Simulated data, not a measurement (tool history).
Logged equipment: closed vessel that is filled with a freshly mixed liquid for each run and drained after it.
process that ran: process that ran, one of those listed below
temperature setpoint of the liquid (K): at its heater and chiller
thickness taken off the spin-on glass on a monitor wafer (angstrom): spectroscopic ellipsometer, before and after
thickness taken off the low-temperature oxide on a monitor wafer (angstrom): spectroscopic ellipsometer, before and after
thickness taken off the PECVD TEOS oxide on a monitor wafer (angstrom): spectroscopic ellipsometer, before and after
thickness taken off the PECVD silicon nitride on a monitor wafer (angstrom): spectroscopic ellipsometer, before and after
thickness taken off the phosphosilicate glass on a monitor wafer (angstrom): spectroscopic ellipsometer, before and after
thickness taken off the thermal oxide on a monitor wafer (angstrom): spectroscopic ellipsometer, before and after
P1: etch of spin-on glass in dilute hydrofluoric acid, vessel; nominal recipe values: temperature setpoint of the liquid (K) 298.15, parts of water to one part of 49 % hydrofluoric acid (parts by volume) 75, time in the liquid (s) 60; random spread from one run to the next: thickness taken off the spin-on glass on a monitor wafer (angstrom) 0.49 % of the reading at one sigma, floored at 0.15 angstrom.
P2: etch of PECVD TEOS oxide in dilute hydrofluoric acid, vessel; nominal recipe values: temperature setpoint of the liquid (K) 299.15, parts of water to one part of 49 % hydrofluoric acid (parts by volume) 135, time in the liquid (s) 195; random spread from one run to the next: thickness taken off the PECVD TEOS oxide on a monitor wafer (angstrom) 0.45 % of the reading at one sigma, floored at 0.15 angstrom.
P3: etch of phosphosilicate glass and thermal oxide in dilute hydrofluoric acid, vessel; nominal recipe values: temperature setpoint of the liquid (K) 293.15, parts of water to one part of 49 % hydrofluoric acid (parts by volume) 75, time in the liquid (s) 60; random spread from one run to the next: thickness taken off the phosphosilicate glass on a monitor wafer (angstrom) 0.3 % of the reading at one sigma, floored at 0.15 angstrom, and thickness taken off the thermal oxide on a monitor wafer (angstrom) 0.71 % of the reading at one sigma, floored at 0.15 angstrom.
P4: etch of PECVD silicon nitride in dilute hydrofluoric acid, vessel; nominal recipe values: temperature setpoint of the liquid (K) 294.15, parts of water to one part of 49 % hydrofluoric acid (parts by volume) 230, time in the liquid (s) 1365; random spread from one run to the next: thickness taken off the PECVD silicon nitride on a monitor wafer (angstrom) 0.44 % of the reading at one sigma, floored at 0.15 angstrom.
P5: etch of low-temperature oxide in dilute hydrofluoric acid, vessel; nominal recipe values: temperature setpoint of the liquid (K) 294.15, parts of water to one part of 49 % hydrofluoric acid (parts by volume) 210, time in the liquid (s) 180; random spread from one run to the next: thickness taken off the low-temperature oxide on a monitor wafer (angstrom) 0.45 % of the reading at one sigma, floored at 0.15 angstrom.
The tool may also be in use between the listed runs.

| run | hour | process that ran | temperature setpoint of the liquid (K) | parts of water to one part of 49 % hydrofluoric acid (parts by volume) | time in the liquid (s) | hours since the thermometer was replaced | hours since the hydrofluoric acid flow meter was replaced | thickness taken off the spin-on glass on a monitor wafer (angstrom) | thickness taken off the low-temperature oxide on a monitor wafer (angstrom) | thickness taken off the PECVD TEOS oxide on a monitor wafer (angstrom) | thickness taken off the PECVD silicon nitride on a monitor wafer (angstrom) | thickness taken off the phosphosilicate glass on a monitor wafer (angstrom) | thickness taken off the thermal oxide on a monitor wafer (angstrom) |
|---|---|---|---|---|---|---|---|---|---|---|---|---|---|
| 1 | 7.7 | P1 | 298.15 | 75 | 60 | 613.7 | 175.4 | 442.11 |  |  |  |  |  |
| 2 | 20.6 | P1 | 291.15 | 75 | 60 | 626.6 | 188.3 | 329.72 |  |  |  |  |  |
| 3 | 28.7 | P5 | 294.15 | 210 | 80 | 634.7 | 196.4 |  | 110.52 |  |  |  |  |
| 4 | 38.1 | P2 | 299.15 | 135 | 195 | 644.1 | 205.8 |  |  | 356.040 |  |  |  |
| 5 | 50.6 | P1 | 298.15 | 75 | 100 | 656.6 | 218.3 | 728.70 |  |  |  |  |  |
| 6 | 59.8 | P1 | 298.15 | 20 | 60 | 665.8 | 227.5 | 1790.00 |  |  |  |  |  |
| 7 | 68.2 | P2 | 299.15 | 185 | 195 | 674.2 | 235.9 |  |  | 244.330 |  |  |  |
| 8 | 79.9 | P4 | 298.15 | 230 | 1365 | 685.9 | 247.6 |  |  |  | 192.56 |  |  |
| 9 | 88.3 | P2 | 292.65 | 135 | 195 | 694.3 | 256.0 |  |  | 272.860 |  |  |  |
| 10 | 96.6 | P2 | 299.15 | 135 | 30 | 702.6 | 264.3 |  |  | 54.693 |  |  |  |
| 11 | 103.4 | P1 | 298.15 | 75 | 60 | 709.4 | 271.1 | 440.86 |  |  |  |  |  |
| 12 | 110.6 | P1 | 298.15 | 75 | 30 | 716.6 | 278.3 | 220.77 |  |  |  |  |  |
| 13 | 118.5 | P5 | 294.15 | 320 | 180 | 724.5 | 286.2 |  | 147.45 |  |  |  |  |
| 14 | 132.0 | P3 | 293.15 | 40 | 60 | 738.0 | 299.7 |  |  |  |  | 1545.30 | 65.613 |
| 15 | 143.2 | P1 | 298.15 | 75 | 60 | 749.2 | 310.9 | 440.23 |  |  |  |  |  |
| 16 | 155.9 | P3 | 293.15 | 75 | 60 | 761.9 | 323.6 |  |  |  |  | 788.36 | 33.273 |
| 17 | 170.6 | P4 | 294.15 | 55 | 1365 | 776.6 | 338.3 |  |  |  | 604.31 |  |  |
|  | 175.4 | hydrofluoric acid flow meter replaced |
| 18 | 178.6 | P3 | 290.15 | 75 | 60 | 784.6 | 3.3 |  |  |  |  | 694.38 | 29.564 |
| 19 | 189.2 | P1 | 305.65 | 75 | 60 | 795.2 | 13.9 | 590.90 |  |  |  |  |  |
| 20 | 196.0 | P5 | 298.15 | 210 | 180 | 802.0 | 20.7 |  | 289.50 |  |  |  |  |
| 21 | 203.0 | P4 | 294.15 | 230 | 2525 | 809.0 | 27.7 |  |  |  | 274.59 |  |  |
| 22 | 210.1 | P5 | 294.15 | 210 | 180 | 816.1 | 34.8 |  | 247.40 |  |  |  |  |
| 23 | 222.6 | P1 | 298.15 | 75 | 60 | 828.6 | 47.3 | 440.90 |  |  |  |  |  |
| 24 | 234.5 | P1 | 298.15 | 75 | 60 | 840.5 | 59.2 | 440.84 |  |  |  |  |  |
| 25 | 243.8 | P1 | 293.65 | 120 | 60 | 849.8 | 68.5 | 218.62 |  |  |  |  |  |
| 26 | 251.1 | P3 | 293.15 | 75 | 100 | 857.1 | 75.8 |  |  |  |  | 1317.00 | 56.302 |
| 27 | 258.6 | P4 | 294.15 | 230 | 1365 | 864.6 | 83.3 |  |  |  | 149.24 |  |  |
| 28 | 268.4 | P1 | 298.15 | 120 | 60 | 874.4 | 93.1 | 261.29 |  |  |  |  |  |
| 29 | 279.1 | P1 | 298.15 | 75 | 60 | 885.1 | 103.8 | 441.64 |  |  |  |  |  |
| 30 | 286.7 | P1 | 298.15 | 75 | 60 | 892.7 | 111.4 | 456.10 |  |  |  |  |  |
| 31 | 300.0 | P1 | 298.15 | 75 | 60 | 906.0 | 124.7 | 466.72 |  |  |  |  |  |
| 32 | 314.5 | P1 | 298.15 | 75 | 60 | 920.5 | 139.2 | 469.64 |  |  |  |  |  |
| 33 | 326.1 | P1 | 298.15 | 75 | 60 | 932.1 | 150.8 | 467.35 |  |  |  |  |  |
| 34 | 337.2 | P1 | 298.15 | 75 | 60 | 943.2 | 161.9 | 475.92 |  |  |  |  |  |
| 35 | 347.3 | P1 | 298.15 | 75 | 60 | 953.3 | 172.0 | 477.71 |  |  |  |  |  |

P1 no longer gives what it gave before; its output has crept away from where it was. The following 2 causes, each at its listed size, fit the log equally well:
A: hydrofluoric acid flow above the setpoint (%) = 6.89
B: liquid hotter than its thermometer reads (K) = 1.84
Onset of the creep was near hour 279.1.

Listed below are the offered check runs, one wafer per run, with question marks in place of results. For which of them would the causes give clearly different outcomes?
| check 1 | 357.4 | P4 | 294.15 | 230 | 1365 |  |  |  |  |  | ? |  |  |
| check 2 | 357.4 | P5 | 294.15 | 210 | 180 |  |  |  | ? |  |  |  |  |
| check 3 | 357.4 | P3 | 293.15 | 75 | 60 |  |  |  |  |  |  | ? | ? |
| check 4 | 357.4 | P2 | 299.15 | 135 | 195 |  |  |  |  | ? |  |  |  |

Outcome of each check run for each possible cause:
| check | result | if A | if B |
|---|---|---|---|
| check 1 | thickness taken off the PECVD silicon nitride on a monitor wafer (angstrom) | 159.12 | 167.67 |
| check 2 | thickness taken off the low-temperature oxide on a monitor wafer (angstrom) | 270.01 | 267.05 |
| check 3 | thickness taken off the phosphosilicate glass on a monitor wafer (angstrom) | 850.19 | 853.63 |
| check 3 | thickness taken off the thermal oxide on a monitor wafer (angstrom) | 35.848 | 35.993 |
| check 4 | thickness taken off the PECVD TEOS oxide on a monitor wafer (angstrom) | 383.600 | 380.440 |
How far apart the two closest causes lie, in the result that separates them most: check 1 5.24 %; check 2 1.1 %; check 3 0.4 %; check 4 0.83 %
Only check 1 tells the causes apart: in the others they would give nearly the same result.

The results of check 1 are: thickness taken off the PECVD silicon nitride on a monitor wafer (angstrom) 158.07. Based on these, which of the listed causes is it?

A is the cause: hydrofluoric acid flow above the setpoint (%).

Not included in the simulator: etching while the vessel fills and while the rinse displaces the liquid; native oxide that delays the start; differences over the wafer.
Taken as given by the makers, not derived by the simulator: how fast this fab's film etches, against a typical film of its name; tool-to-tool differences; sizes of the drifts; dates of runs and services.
